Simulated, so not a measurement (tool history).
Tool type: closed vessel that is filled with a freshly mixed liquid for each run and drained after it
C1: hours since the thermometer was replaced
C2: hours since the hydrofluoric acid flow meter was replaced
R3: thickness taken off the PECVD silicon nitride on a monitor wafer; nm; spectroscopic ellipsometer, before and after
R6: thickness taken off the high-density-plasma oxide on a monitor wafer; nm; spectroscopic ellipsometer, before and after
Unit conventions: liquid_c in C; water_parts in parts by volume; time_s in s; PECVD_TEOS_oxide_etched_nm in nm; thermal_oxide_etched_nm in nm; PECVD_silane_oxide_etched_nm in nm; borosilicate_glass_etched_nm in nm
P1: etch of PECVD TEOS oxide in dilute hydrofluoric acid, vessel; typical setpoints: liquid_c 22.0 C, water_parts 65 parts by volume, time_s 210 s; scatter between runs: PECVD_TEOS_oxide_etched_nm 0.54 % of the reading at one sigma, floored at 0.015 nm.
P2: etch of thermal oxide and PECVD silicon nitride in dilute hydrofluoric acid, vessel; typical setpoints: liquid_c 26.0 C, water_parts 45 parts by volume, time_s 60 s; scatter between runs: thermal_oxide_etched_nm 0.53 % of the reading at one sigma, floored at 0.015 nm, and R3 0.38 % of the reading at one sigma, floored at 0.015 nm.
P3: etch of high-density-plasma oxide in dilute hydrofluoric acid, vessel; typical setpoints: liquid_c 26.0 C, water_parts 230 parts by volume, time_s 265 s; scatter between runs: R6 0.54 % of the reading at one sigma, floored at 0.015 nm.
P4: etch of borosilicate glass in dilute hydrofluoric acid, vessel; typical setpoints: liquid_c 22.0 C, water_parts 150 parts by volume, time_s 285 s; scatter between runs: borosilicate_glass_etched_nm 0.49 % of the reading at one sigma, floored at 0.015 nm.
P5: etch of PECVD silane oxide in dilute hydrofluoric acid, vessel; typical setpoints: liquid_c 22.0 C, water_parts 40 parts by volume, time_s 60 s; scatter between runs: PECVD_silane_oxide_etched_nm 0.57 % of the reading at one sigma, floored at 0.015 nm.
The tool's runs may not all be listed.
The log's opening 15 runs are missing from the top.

Run 16, day 4.267: process P1, liquid_c 22.0 C, water_parts 65 parts by volume, time_s 350 s; C1 1232.2; C2 333.7. Result: PECVD_TEOS_oxide_etched_nm 66.808 nm.
Run 17, day 4.512: process P1, liquid_c 22.0 C, water_parts 65 parts by volume, time_s 210 s; C1 1238.1; C2 339.6. Result: PECVD_TEOS_oxide_etched_nm 40.097 nm.
Run 18, day 4.738: process P5, liquid_c 22.0 C, water_parts 40 parts by volume, time_s 60 s; C1 1243.5; C2 345.0. Result: PECVD_silane_oxide_etched_nm 63.090 nm.
Run 19, day 5.092: process P1, liquid_c 17.0 C, water_parts 95 parts by volume, time_s 210 s; C1 1252.0; C2 353.5. Result: PECVD_TEOS_oxide_etched_nm 21.536 nm.
Run 20, day 5.433: process P4, liquid_c 22.0 C, water_parts 150 parts by volume, time_s 285 s; C1 1260.2; C2 361.7. Result: borosilicate_glass_etched_nm 36.613 nm.
Run 21, day 5.788: process P3, liquid_c 30.5 C, water_parts 230 parts by volume, time_s 265 s; C1 1268.7; C2 370.2. Result: R6 6.3380 nm.
At day 5.933: hydrofluoric acid flow meter replaced.
Run 22, day 6.017: process P1, liquid_c 30.0 C, water_parts 65 parts by volume, time_s 210 s; C1 1274.2; C2 2.1. Result: PECVD_TEOS_oxide_etched_nm 55.466 nm.
Run 23, day 6.262: process P1, liquid_c 17.0 C, water_parts 65 parts by volume, time_s 385 s; C1 1280.1; C2 8.0. Result: PECVD_TEOS_oxide_etched_nm 59.839 nm.
Run 24, day 6.542: process P1, liquid_c 22.0 C, water_parts 65 parts by volume, time_s 55 s; C1 1286.8; C2 14.7. Result: PECVD_TEOS_oxide_etched_nm 10.454 nm.
Run 25, day 6.771: process P1, liquid_c 22.0 C, water_parts 65 parts by volume, time_s 210 s; C1 1292.3; C2 20.2. Result: PECVD_TEOS_oxide_etched_nm 40.223 nm.
Run 26, day 7.017: process P1, liquid_c 17.0 C, water_parts 65 parts by volume, time_s 210 s; C1 1298.2; C2 26.1. Result: PECVD_TEOS_oxide_etched_nm 32.708 nm.
Run 27, day 7.362: process P5, liquid_c 22.0 C, water_parts 40 parts by volume, time_s 60 s; C1 1306.5; C2 34.4. Result: PECVD_silane_oxide_etched_nm 62.663 nm.
Run 28, day 7.583: process P4, liquid_c 30.5 C, water_parts 150 parts by volume, time_s 285 s; C1 1311.8; C2 39.7. Result: borosilicate_glass_etched_nm 50.530 nm.
Run 29, day 7.912: process P3, liquid_c 26.0 C, water_parts 230 parts by volume, time_s 265 s; C1 1319.7; C2 47.6. Result: R6 5.4348 nm.

Run 30 comes next. What will it give?
Run 30, day 8.083: process P5, liquid_c 17.0 C, water_parts 40 parts by volume, time_s 60 s; C1 1323.8; C2 51.7. Result: PECVD_silane_oxide_etched_nm ?.

{"run 30": {"PECVD_silane_oxide_etched_nm": 50.751}}

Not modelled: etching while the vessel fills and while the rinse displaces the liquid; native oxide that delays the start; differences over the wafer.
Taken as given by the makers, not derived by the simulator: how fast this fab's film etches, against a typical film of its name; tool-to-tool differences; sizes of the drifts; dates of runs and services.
